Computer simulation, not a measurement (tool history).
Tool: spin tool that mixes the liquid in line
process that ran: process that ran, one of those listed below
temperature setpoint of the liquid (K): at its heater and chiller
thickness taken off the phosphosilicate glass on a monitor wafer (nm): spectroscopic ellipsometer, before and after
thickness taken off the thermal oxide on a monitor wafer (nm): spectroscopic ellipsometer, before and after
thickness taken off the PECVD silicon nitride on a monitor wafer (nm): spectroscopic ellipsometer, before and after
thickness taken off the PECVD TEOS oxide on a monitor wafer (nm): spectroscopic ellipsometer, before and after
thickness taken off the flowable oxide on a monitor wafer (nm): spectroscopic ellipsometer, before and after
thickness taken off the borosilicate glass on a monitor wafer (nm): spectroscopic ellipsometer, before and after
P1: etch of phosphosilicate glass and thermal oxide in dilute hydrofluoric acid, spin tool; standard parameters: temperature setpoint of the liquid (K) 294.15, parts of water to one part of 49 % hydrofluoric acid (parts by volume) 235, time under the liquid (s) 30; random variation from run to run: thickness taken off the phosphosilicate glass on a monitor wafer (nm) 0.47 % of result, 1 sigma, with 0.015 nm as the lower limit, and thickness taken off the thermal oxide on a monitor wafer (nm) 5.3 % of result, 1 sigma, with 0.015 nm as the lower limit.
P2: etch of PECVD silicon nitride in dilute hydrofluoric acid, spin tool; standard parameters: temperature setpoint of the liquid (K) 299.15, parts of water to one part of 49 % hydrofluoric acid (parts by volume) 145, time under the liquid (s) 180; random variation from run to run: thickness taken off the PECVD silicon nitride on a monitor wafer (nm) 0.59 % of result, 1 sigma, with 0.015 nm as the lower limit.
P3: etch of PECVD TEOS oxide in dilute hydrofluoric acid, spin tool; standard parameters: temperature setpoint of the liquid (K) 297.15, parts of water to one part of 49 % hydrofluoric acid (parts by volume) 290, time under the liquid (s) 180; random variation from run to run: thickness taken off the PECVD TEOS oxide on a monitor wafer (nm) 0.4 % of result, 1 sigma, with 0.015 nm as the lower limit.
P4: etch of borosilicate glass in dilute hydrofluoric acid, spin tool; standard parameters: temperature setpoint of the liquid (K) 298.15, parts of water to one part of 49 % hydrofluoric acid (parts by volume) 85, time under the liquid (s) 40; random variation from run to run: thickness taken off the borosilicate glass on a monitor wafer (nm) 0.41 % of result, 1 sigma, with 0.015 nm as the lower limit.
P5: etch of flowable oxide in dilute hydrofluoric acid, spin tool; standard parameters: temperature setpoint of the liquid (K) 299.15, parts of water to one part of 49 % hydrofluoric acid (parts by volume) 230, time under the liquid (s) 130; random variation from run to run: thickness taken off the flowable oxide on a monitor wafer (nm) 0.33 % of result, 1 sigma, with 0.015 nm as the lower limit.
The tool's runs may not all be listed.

| run | hour | process that ran | temperature setpoint of the liquid (K) | parts of water to one part of 49 % hydrofluoric acid (parts by volume) | time under the liquid (s) | hours since the thermometer was replaced | hours since the hydrofluoric acid flow meter was replaced | thickness taken off the phosphosilicate glass on a monitor wafer (nm) | thickness taken off the thermal oxide on a monitor wafer (nm) | thickness taken off the PECVD silicon nitride on a monitor wafer (nm) | thickness taken off the PECVD TEOS oxide on a monitor wafer (nm) | thickness taken off the flowable oxide on a monitor wafer (nm) | thickness taken off the borosilicate glass on a monitor wafer (nm) |
|---|---|---|---|---|---|---|---|---|---|---|---|---|---|
| 1 | 4 | P1 | 294.15 | 235 | 30 | 1364.4 | 297 | 17.237 | 0.49127 |  |  |  |  |
| 2 | 6.4 | P2 | 299.15 | 255 | 180 | 1366.8 | 299.4 |  |  | 3.3791 |  |  |  |
| 3 | 10.2 | P1 | 294.15 | 235 | 60 | 1370.6 | 303.2 | 34.638 | 1.0229 |  |  |  |  |
| 4 | 12.8 | P1 | 294.15 | 235 | 30 | 1373.2 | 305.8 | 17.196 | 0.47525 |  |  |  |  |
| 5 | 15.5 | P3 | 297.15 | 290 | 15 | 1375.9 | 308.5 |  |  |  | 0.47012 |  |  |
| 6 | 18.8 | P1 | 290.15 | 100 | 30 | 1379.2 | 311.8 | 39.605 | 1.228 |  |  |  |  |
| 7 | 21.8 | P1 | 294.15 | 235 | 15 | 1382.2 | 314.8 | 8.633 | 0.22384 |  |  |  |  |
| 8 | 23.9 | P1 | 294.15 | 235 | 30 | 1384.3 | 316.9 | 17.238 | 0.4907 |  |  |  |  |
| 9 | 27.2 | P1 | 294.15 | 235 | 30 | 1387.6 | 320.2 | 17.311 | 0.46295 |  |  |  |  |
| 10 | 31.5 | P5 | 299.15 | 55 | 130 | 1391.9 | 324.5 |  |  |  |  | 95.034 |  |
| 11 | 35.3 | P3 | 297.15 | 290 | 180 | 1395.7 | 328.3 |  |  |  | 5.6605 |  |  |
| 12 | 38.2 | P2 | 299.15 | 145 | 315 | 1398.6 | 331.2 |  |  | 10.465 |  |  |  |
| 13 | 42.6 | P4 | 298.15 | 130 | 40 | 1403 | 335.6 |  |  |  |  |  | 11.284 |
| 14 | 45.6 | P5 | 299.15 | 230 | 130 | 1406 | 338.6 |  |  |  |  | 18.337 |  |
| 15 | 48.8 | P2 | 299.15 | 145 | 180 | 1409.2 | 341.8 |  |  | 5.9363 |  |  |  |
| 16 | 51.2 | P2 | 307.15 | 145 | 180 | 1411.6 | 344.2 |  |  | 9.7191 |  |  |  |
| 17 | 55.5 | P1 | 302.15 | 235 | 50 | 1415.9 | 348.5 | 38.221 | 0.97895 |  |  |  |  |
| 18 | 58.9 | P1 | 294.15 | 410 | 30 | 1419.3 | 351.9 | 8.418 | 0.21212 |  |  |  |  |
| 19 | 62.6 | P1 | 290.15 | 235 | 60 | 1423 | 355.6 | 29.617 | 0.78071 |  |  |  |  |
| 20 | 65.6 | P1 | 294.15 | 235 | 30 | 1426 | 358.6 | 17.455 | 0.44668 |  |  |  |  |
| 21 | 67.6 | P4 | 298.15 | 85 | 40 | 1428 | 360.6 |  |  |  |  |  | 18.077 |
| 22 | 71.3 | P3 | 292.15 | 290 | 180 | 1431.7 | 364.3 |  |  |  | 4.7074 |  |  |
| 23 | 73.8 | P1 | 294.15 | 235 | 30 | 1434.2 | 366.8 | 17.411 | 0.46486 |  |  |  |  |
| 24 | 76 | P4 | 298.15 | 85 | 70 | 1436.4 | 369 |  |  |  |  |  | 31.687 |
| 25 | 79.4 | P1 | 300.65 | 235 | 30 | 1439.8 | 372.4 | 21.91 | 0.61842 |  |  |  |  |
| 26 | 81.9 | P1 | 294.15 | 235 | 30 | 1442.3 | 374.9 | 17.347 | 0.4308 |  |  |  |  |
| 27 | 84.1 | P4 | 290.65 | 85 | 40 | 1444.5 | 377.1 |  |  |  |  |  | 13.271 |
| 28 | 86.2 | P5 | 299.15 | 230 | 130 | 1446.6 | 379.2 |  |  |  |  | 18.316 |  |
| 29 | 89.8 | P5 | 305.15 | 230 | 130 | 1450.2 | 382.8 |  |  |  |  | 22.465 |  |
| 30 | 94 | P1 | 290.15 | 235 | 30 | 1454.4 | 387 | 14.814 | 0.38948 |  |  |  |  |
| 31 | 96.7 | P1 | 294.15 | 70 | 30 | 1457.1 | 389.7 | 69.302 | 1.817 |  |  |  |  |
| 32 | 101.2 | P3 | 297.15 | 450 | 180 | 1461.6 | 394.2 |  |  |  | 3.1395 |  |  |
| 33 | 103.6 | P2 | 299.15 | 145 | 180 | 1464 | 396.6 |  |  | 5.9603 |  |  |  |
| 34 | 106.2 | P5 | 299.15 | 230 | 245 | 1466.6 | 399.2 |  |  |  |  | 34.712 |  |
| 35 | 110.2 | P1 | 294.15 | 235 | 30 | 1470.6 | 403.2 | 17.292 | 0.43729 |  |  |  |  |
| 36 | 114.1 | P1 | 294.15 | 235 | 30 | 1474.5 | 407.1 | 16.753 | 0.45763 |  |  |  |  |
| 37 | 117.1 | P1 | 294.15 | 235 | 30 | 1477.5 | 410.1 | 16.64 | 0.42102 |  |  |  |  |
| 38 | 120.8 | P1 | 294.15 | 235 | 30 | 1481.2 | 413.8 | 16.46 | 0.49354 |  |  |  |  |
| 39 | 125.1 | P1 | 294.15 | 235 | 30 | 1485.5 | 418.1 | 16.481 | 0.45637 |  |  |  |  |
| 40 | 127.9 | P1 | 294.15 | 235 | 30 | 1488.3 | 420.9 | 16.35 | 0.44331 |  |  |  |  |
| 41 | 131.7 | P1 | 294.15 | 235 | 30 | 1492.1 | 424.7 | 16.09 | 0.47143 |  |  |  |  |
| 42 | 136.3 | P1 | 294.15 | 235 | 30 | 1496.7 | 429.3 | 16.246 | 0.43981 |  |  |  |  |
| 43 | 139.9 | P1 | 294.15 | 235 | 30 | 1500.3 | 432.9 | 16.21 | 0.43561 |  |  |  |  |

Something has made what P1 gives creep away from where it was; the 2 causes below, each at its own stated size, fit the log equally well:
A: hydrofluoric acid flow below the setpoint (%) = 5.02
B: liquid colder than its thermometer reads (K) = 1.69
The drift started at roughly hour 110.2.

Of the 4 check runs listed below, each run on one wafer and each result written as a question mark, which would let you distinguish the listed causes because they would give clearly different results?
| check 1 | 143.5 | P3 | 297.15 | 410 | 180 |  |  |  |  |  | ? |  |  |
| check 2 | 143.5 | P2 | 299.15 | 245 | 285 |  |  |  |  | ? |  |  |  |
| check 3 | 143.5 | P5 | 299.15 | 115 | 130 |  |  |  |  |  |  | ? |  |
| check 4 | 143.5 | P4 | 293.65 | 120 | 40 |  |  |  |  |  |  |  | ? |

Predicted outcomes, by check and by cause:
| check | result | if A | if B |
|---|---|---|---|
| check 1 | thickness taken off the PECVD TEOS oxide on a monitor wafer (nm) | 3.3334 | 3.3829 |
| check 2 | thickness taken off the PECVD silicon nitride on a monitor wafer (nm) | 5.3018 | 5.0314 |
| check 3 | thickness taken off the flowable oxide on a monitor wafer (nm) | 39.57 | 39.319 |
| check 4 | thickness taken off the borosilicate glass on a monitor wafer (nm) | 9.6961 | 9.5963 |
Gap, in per cent, between the two causes that each check separates least, read from the result that separates them most: check 1 1.47 %; check 2 5.24 %; check 3 0.64 %; check 4 1.03 %
Check 2 is the one run that separates the causes; every other check would come out nearly the same whichever cause is at work.

Running check 2 produced the following: thickness taken off the PECVD silicon nitride on a monitor wafer (nm) 4.9825. Which one of the listed causes fits?

The correct cause is B, namely: liquid colder than its thermometer reads (K).

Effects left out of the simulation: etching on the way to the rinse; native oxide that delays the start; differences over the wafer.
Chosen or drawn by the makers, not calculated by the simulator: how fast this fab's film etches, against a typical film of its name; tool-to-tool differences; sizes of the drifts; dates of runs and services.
